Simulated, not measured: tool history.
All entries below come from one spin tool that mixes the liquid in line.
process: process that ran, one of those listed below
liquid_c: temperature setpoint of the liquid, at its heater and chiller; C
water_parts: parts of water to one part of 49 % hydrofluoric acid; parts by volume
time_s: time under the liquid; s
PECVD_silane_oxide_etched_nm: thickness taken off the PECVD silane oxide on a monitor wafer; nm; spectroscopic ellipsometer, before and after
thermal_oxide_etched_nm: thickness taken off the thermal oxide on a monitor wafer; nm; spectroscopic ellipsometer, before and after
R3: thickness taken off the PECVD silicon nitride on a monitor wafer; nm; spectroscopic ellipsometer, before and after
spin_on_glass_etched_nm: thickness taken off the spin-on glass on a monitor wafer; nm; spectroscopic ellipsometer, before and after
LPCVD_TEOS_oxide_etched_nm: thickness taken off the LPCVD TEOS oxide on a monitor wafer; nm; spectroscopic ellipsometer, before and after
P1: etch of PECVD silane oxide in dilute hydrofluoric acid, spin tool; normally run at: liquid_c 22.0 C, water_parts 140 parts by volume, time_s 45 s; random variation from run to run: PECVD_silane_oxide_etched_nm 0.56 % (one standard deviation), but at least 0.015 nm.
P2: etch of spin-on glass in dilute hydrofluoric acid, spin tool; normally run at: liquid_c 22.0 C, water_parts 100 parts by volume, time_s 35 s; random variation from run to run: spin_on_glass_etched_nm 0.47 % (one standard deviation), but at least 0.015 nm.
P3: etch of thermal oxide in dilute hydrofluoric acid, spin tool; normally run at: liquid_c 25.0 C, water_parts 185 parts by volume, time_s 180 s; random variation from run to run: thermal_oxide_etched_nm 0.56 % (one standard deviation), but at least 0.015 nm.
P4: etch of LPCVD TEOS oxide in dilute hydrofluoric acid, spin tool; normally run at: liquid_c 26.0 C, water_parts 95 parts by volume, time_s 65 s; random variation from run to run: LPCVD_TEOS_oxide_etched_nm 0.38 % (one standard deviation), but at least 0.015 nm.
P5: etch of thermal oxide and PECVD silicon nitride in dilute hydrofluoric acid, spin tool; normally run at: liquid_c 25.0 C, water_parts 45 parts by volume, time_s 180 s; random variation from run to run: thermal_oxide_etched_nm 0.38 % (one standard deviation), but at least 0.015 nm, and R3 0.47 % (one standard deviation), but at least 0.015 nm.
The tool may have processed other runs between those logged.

{"run": 1, "hour": 12.4, "process": "P1", "liquid_c": 22.0, "water_parts": 140, "time_s": 45, "PECVD_silane_oxide_etched_nm": 5.3036}
{"run": 2, "hour": 24.8, "process": "P3", "liquid_c": 20.5, "water_parts": 185, "time_s": 180, "thermal_oxide_etched_nm": 3.568}
{"run": 3, "hour": 33.6, "process": "P5", "liquid_c": 25.0, "water_parts": 45, "time_s": 15, "thermal_oxide_etched_nm": 1.8058, "R3": 1.3543}
{"run": 4, "hour": 47.1, "process": "P2", "liquid_c": 22.0, "water_parts": 100, "time_s": 35, "spin_on_glass_etched_nm": 12.261}
{"run": 5, "hour": 57.5, "process": "P3", "liquid_c": 25.0, "water_parts": 185, "time_s": 50, "thermal_oxide_etched_nm": 1.1356}
{"run": 6, "hour": 65.7, "process": "P4", "liquid_c": 26.0, "water_parts": 40, "time_s": 65, "LPCVD_TEOS_oxide_etched_nm": 106.46}
{"run": 7, "hour": 74.2, "process": "P4", "liquid_c": 26.0, "water_parts": 95, "time_s": 15, "LPCVD_TEOS_oxide_etched_nm": 9.6241}
{"run": 8, "hour": 82.0, "process": "P3", "liquid_c": 25.0, "water_parts": 75, "time_s": 180, "thermal_oxide_etched_nm": 11.782}
{"run": 9, "hour": 95.0, "process": "P5", "liquid_c": 25.0, "water_parts": 20, "time_s": 180, "thermal_oxide_etched_nm": 49.685, "R3": 36.083}
{"run": 10, "hour": 110.2, "process": "P2", "liquid_c": 22.0, "water_parts": 100, "time_s": 35, "spin_on_glass_etched_nm": 12.17}
{"run": 11, "hour": 120.8, "process": "P1", "liquid_c": 22.0, "water_parts": 195, "time_s": 45, "PECVD_silane_oxide_etched_nm": 3.5687}
{"run": 12, "hour": 133.5, "process": "P1", "liquid_c": 17.0, "water_parts": 140, "time_s": 45, "PECVD_silane_oxide_etched_nm": 4.3197}
{"run": 13, "hour": 141.5, "process": "P4", "liquid_c": 18.0, "water_parts": 95, "time_s": 65, "LPCVD_TEOS_oxide_etched_nm": 30.22}
{"run": 14, "hour": 149.0, "process": "P1", "liquid_c": 27.0, "water_parts": 140, "time_s": 80, "PECVD_silane_oxide_etched_nm": 11.314}
{"run": 15, "hour": 161.2, "process": "P1", "liquid_c": 22.0, "water_parts": 90, "time_s": 45, "PECVD_silane_oxide_etched_nm": 8.6458}
{"run": 16, "hour": 171.2, "process": "P3", "liquid_c": 25.0, "water_parts": 185, "time_s": 180, "thermal_oxide_etched_nm": 4.19}
{"run": 17, "hour": 179.6, "process": "P3", "liquid_c": 25.0, "water_parts": 185, "time_s": 180, "thermal_oxide_etched_nm": 4.1907}
{"run": 18, "hour": 193.7, "process": "P4", "liquid_c": 26.0, "water_parts": 95, "time_s": 65, "LPCVD_TEOS_oxide_etched_nm": 41.902}
{"run": 19, "hour": 202.5, "process": "P5", "liquid_c": 25.0, "water_parts": 45, "time_s": 180, "thermal_oxide_etched_nm": 21.388, "R3": 16.393}
{"run": 20, "hour": 212.1, "process": "P1", "liquid_c": 22.0, "water_parts": 140, "time_s": 15, "PECVD_silane_oxide_etched_nm": 1.7372}
{"run": 21, "hour": 224.1, "process": "P5", "liquid_c": 19.5, "water_parts": 45, "time_s": 180, "thermal_oxide_etched_nm": 16.813, "R3": 11.26}
{"run": 22, "hour": 237.0, "process": "P1", "liquid_c": 22.0, "water_parts": 140, "time_s": 45, "PECVD_silane_oxide_etched_nm": 5.2823}
{"run": 23, "hour": 251.1, "process": "P2", "liquid_c": 22.0, "water_parts": 165, "time_s": 35, "spin_on_glass_etched_nm": 6.9233}
{"run": 24, "hour": 266.1, "process": "P1", "liquid_c": 22.0, "water_parts": 140, "time_s": 45, "PECVD_silane_oxide_etched_nm": 5.266}
{"run": 25, "hour": 276.9, "process": "P1", "liquid_c": 22.0, "water_parts": 140, "time_s": 65, "PECVD_silane_oxide_etched_nm": 7.691}
{"run": 26, "hour": 284.8, "process": "P5", "liquid_c": 25.0, "water_parts": 45, "time_s": 180, "thermal_oxide_etched_nm": 21.308, "R3": 16.429}
{"run": 27, "hour": 294.8, "process": "P1", "liquid_c": 27.0, "water_parts": 140, "time_s": 45, "PECVD_silane_oxide_etched_nm": 6.429}
{"run": 28, "hour": 307.8, "process": "P1", "liquid_c": 17.0, "water_parts": 140, "time_s": 15, "PECVD_silane_oxide_etched_nm": 1.4137}
{"hour": 311.7, "done": "thermometer replaced"}
{"run": 29, "hour": 316.8, "process": "P1", "liquid_c": 22.0, "water_parts": 55, "time_s": 20, "PECVD_silane_oxide_etched_nm": 6.6451}
{"run": 30, "hour": 324.5, "process": "P2", "liquid_c": 22.0, "water_parts": 100, "time_s": 20, "spin_on_glass_etched_nm": 6.9769}
{"run": 31, "hour": 335.0, "process": "P1", "liquid_c": 22.0, "water_parts": 140, "time_s": 45, "PECVD_silane_oxide_etched_nm": 5.3014}
{"run": 32, "hour": 344.1, "process": "P2", "liquid_c": 28.0, "water_parts": 100, "time_s": 35, "spin_on_glass_etched_nm": 15.346}

Forecast run 33:
{"run": 33, "hour": 358.2, "process": "P1", "liquid_c": 22.0, "water_parts": 140, "time_s": 45, "PECVD_silane_oxide_etched_nm": "?"}

{"run 33": {"PECVD_silane_oxide_etched_nm": 5.2549}}
